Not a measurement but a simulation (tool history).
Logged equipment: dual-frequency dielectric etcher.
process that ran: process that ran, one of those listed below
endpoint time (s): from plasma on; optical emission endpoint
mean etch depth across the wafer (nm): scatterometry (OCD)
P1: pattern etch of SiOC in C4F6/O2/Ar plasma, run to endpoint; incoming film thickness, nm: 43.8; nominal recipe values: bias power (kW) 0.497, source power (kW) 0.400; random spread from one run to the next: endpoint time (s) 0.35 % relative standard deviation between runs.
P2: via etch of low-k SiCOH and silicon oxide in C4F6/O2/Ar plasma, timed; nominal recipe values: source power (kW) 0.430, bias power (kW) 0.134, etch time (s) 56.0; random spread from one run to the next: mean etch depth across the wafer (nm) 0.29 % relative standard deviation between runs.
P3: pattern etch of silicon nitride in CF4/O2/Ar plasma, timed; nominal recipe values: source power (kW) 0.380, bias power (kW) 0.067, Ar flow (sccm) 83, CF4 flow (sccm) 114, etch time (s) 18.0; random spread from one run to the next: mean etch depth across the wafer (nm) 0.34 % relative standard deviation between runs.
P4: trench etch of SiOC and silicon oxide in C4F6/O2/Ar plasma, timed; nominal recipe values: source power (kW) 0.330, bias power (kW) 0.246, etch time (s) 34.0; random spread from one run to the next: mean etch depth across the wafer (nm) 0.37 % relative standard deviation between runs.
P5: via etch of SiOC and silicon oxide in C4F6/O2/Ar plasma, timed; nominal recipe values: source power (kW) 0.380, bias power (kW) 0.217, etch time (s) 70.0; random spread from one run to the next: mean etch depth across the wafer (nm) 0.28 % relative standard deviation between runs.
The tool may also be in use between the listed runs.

run,hour,process that ran,bias power (kW),source power (kW),Ar flow (sccm),CF4 flow (sccm),etch time (s),hours since the last wet clean,hours since the last bias power generator calibration,hours since the last source power generator calibration,endpoint time (s),mean etch depth across the wafer (nm)
1,10.0,P1,0.497,0.400,,,,229.4,1447.0,463.6,14.697,
2,24.7,P1,0.497,0.400,,,,244.1,1461.7,478.3,14.661,
3,42.3,P1,0.497,0.470,,,,261.7,1479.3,495.9,13.894,
4,56.3,P1,0.297,0.400,,,,275.7,1493.3,509.9,17.547,
5,72.7,P3,0.067,0.380,83,114,18.0,292.1,1509.7,526.3,,30.551
6,83.9,P3,0.067,0.240,83,114,18.0,303.3,1520.9,537.5,,20.514
7,92.5,P3,0.067,0.380,52,114,18.0,311.9,1529.5,546.1,,31.651
8,104.4,P1,0.497,0.400,,,,323.8,1541.4,558.0,14.663,
9,120.1,P4,0.246,0.200,,,34.0,339.5,1557.1,573.7,,55.117
10,136.7,P1,0.660,0.400,,,,356.1,1573.7,590.3,13.127,
# hour 144.4: wet clean of the chamber
11,150.0,P5,0.217,0.380,,,44.5,5.7,1587.0,603.6,,53.532
12,159.1,P4,0.246,0.330,,,34.0,14.8,1596.1,612.7,,67.252
13,176.7,P1,0.319,0.250,,,,32.4,1613.7,630.3,20.510,
14,194.4,P1,0.378,0.330,,,,50.1,1631.4,648.0,17.442,
15,211.2,P5,0.217,0.380,,,70.0,66.9,1648.2,664.8,,83.960
16,221.5,P2,0.134,0.430,,,68.5,77.2,1658.5,675.1,,179.250
# hour 232.0: bias power generator calibrated
17,234.8,P5,0.217,0.300,,,70.0,90.5,2.8,688.4,,76.924
18,250.4,P3,0.067,0.380,83,114,12.5,106.1,18.4,704.0,,21.127
19,266.1,P4,0.182,0.330,,,34.0,121.8,34.1,719.7,,61.048
20,282.9,P1,0.497,0.280,,,,138.6,50.9,736.5,16.768,
21,301.0,P4,0.246,0.330,,,48.0,156.7,69.0,754.6,,94.620
22,315.0,P5,0.289,0.380,,,70.0,170.7,83.0,768.6,,92.700
# hour 322.3: source power generator calibrated
23,328.4,P1,0.497,0.400,,,,184.1,96.4,6.1,14.629,
24,338.9,P4,0.246,0.330,,,34.0,194.6,106.9,16.6,,67.164
25,349.1,P2,0.134,0.580,,,56.0,204.8,117.1,26.8,,165.080
26,366.6,P1,0.497,0.400,,,,222.3,134.6,44.3,14.683,
27,380.8,P2,0.134,0.430,,,56.0,236.5,148.8,58.5,,146.380
28,396.7,P1,0.497,0.400,,,,252.4,164.7,74.4,14.595,
29,408.4,P3,0.067,0.380,83,141,18.0,264.1,176.4,86.1,,31.307
30,418.0,P3,0.053,0.380,83,114,18.0,273.7,186.0,95.7,,27.926
31,429.3,P3,0.067,0.380,83,114,18.0,285.0,197.3,107.0,,30.582
32,446.0,P1,0.376,0.300,,,,301.7,214.0,123.7,17.952,
33,455.5,P2,0.103,0.430,,,56.0,311.2,223.5,133.2,,137.250
34,473.4,P1,0.497,0.400,,,,329.1,241.4,151.1,14.727,
35,489.7,P1,0.497,0.400,,,,345.4,257.7,167.4,14.575,
36,499.1,P1,0.497,0.400,,,,354.8,267.1,176.8,14.452,
37,514.6,P1,0.497,0.400,,,,370.3,282.6,192.3,14.400,
# hour 523.3: wet clean of the chamber
38,527.7,P1,0.497,0.400,,,,4.5,295.7,205.4,14.390,
39,545.9,P1,0.497,0.400,,,,22.7,313.9,223.6,14.417,
40,560.4,P1,0.497,0.400,,,,37.2,328.4,238.1,14.403,
41,573.1,P1,0.497,0.400,,,,49.9,341.1,250.8,14.315,

Something has made what P1 gives creep away from where it was; the 2 causes below, each at its own stated size, fit the log equally well:
A: bias power that arrives over what is set, % = 4.75
B: source power that arrives over what is set, % = 4.82
Onset of the creep was near hour 473.4.
Other possible causes, and why each is ruled out:
chamber walls in a state that raises the etch rate, %: serviced at hour 523.3, after the change had begun; the process did not return to its earlier output

Which of the check runs below tells the causes apart, meaning the causes would give it clearly different results? Each run uses 2 wafers whose results are averaged, and each result is shown as a question mark.
check 1,585.8,P2,0.134,0.430,,,56.0,,,,,?
check 2,585.8,P5,0.217,0.380,,,70.0,,,,,?
check 3,585.8,P4,0.246,0.330,,,34.0,,,,,?
check 4,585.8,P3,0.067,0.380,83,114,18.0,,,,,?

What every check run would give for each of its results, assuming each possible cause in turn:
check,result,if A,if B
check 1,mean etch depth across the wafer (nm),148.990,149.750
check 2,mean etch depth across the wafer (nm),85.352,85.557
check 3,mean etch depth across the wafer (nm),68.276,68.414
check 4,mean etch depth across the wafer (nm),31.101,31.815
How far apart the two closest causes lie, in the result that separates them most: check 1 0.5 %; check 2 0.24 %; check 3 0.2 %; check 4 2.27 %
The other checks would show nearly matching results whichever cause is true, so check 4 is the only one that separates the causes.

Check 4 has now been run. It gave: mean etch depth across the wafer (nm) 31.062. Which of the candidate causes is it?

The correct cause is A, namely: bias power that arrives over what is set, %.
